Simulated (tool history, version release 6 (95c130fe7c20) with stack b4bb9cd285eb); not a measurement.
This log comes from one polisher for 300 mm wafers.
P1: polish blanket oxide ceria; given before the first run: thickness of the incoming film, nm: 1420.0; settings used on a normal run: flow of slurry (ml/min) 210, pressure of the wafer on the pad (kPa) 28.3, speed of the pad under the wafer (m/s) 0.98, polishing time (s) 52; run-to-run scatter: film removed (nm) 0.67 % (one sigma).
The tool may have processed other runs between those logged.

run    day  flow of slurry (ml/min)  pressure of the wafer on the pad (kPa)  speed of the pad under the wafer (m/s)  polishing time (s)  wafers polished on this pad  hours since the slurry nozzle was cleaned  hours since the head pressure was calibrated  film removed (nm)
  1  0.329                      210                                    28.3                                    0.98                  52                          232                                      268.4                                         129.5             326.01
  2  0.738                      130                                    28.3                                    0.98                  52                          342                                      278.2                                         139.3             301.18
  3  1.196                      335                                    28.3                                    0.98                  52                          465                                      289.2                                         150.3             343.88
  4  1.517                      210                                    28.3                                    0.50                  52                          551                                      296.9                                         158.0             163.71
  5  1.842                      210                                    28.3                                    0.98                  65                          638                                      304.7                                         165.8             405.12
  6  2.100                      210                                    12.4                                    0.98                  52                          708                                      310.9                                         172.0             141.13
  7  2.529                      210                                    28.3                                    0.98                  52                          823                                      321.2                                         182.3             318.89
  8  3.000                      210                                    42.7                                    0.98                  52                          949                                      332.5                                         193.6             489.66
  9  3.288                      210                                    28.3                                    0.98                  52                         1027                                      339.4                                         200.5             324.50
     3.525  -- worn pad replaced by a new one
 10  3.562                      210                                    28.3                                    0.98                  32                           10                                      346.0                                         207.1             197.53
 11  3.833                      210                                    28.3                                    1.38                  52                           83                                      352.5                                         213.6             449.03
 12  4.217                      210                                    28.3                                    0.98                  52                          186                                      361.7                                         222.8             326.65
 13  4.642                      210                                    35.2                                    1.30                  52                          300                                      371.9                                         233.0             532.95
 14  4.858                      210                                    28.3                                    0.98                  52                          358                                      377.1                                         238.2             323.04
 15  5.258                      210                                    28.3                                    0.98                  52                          466                                      386.7                                         247.8             316.09
 16  5.588                      210                                    28.3                                    0.98                  52                          554                                      394.6                                         255.7             308.43
 17  6.038                      210                                    28.3                                    0.98                  52                          675                                      405.4                                         266.5             302.39

Forecast run 18:
     6.096  -- worn pad replaced by a new one
 18  6.342                      210                                    28.3                                    0.98                  52                           66                                      412.7                                         273.8                  ?

{"run 18": {"film removed (nm)": 300.7}}
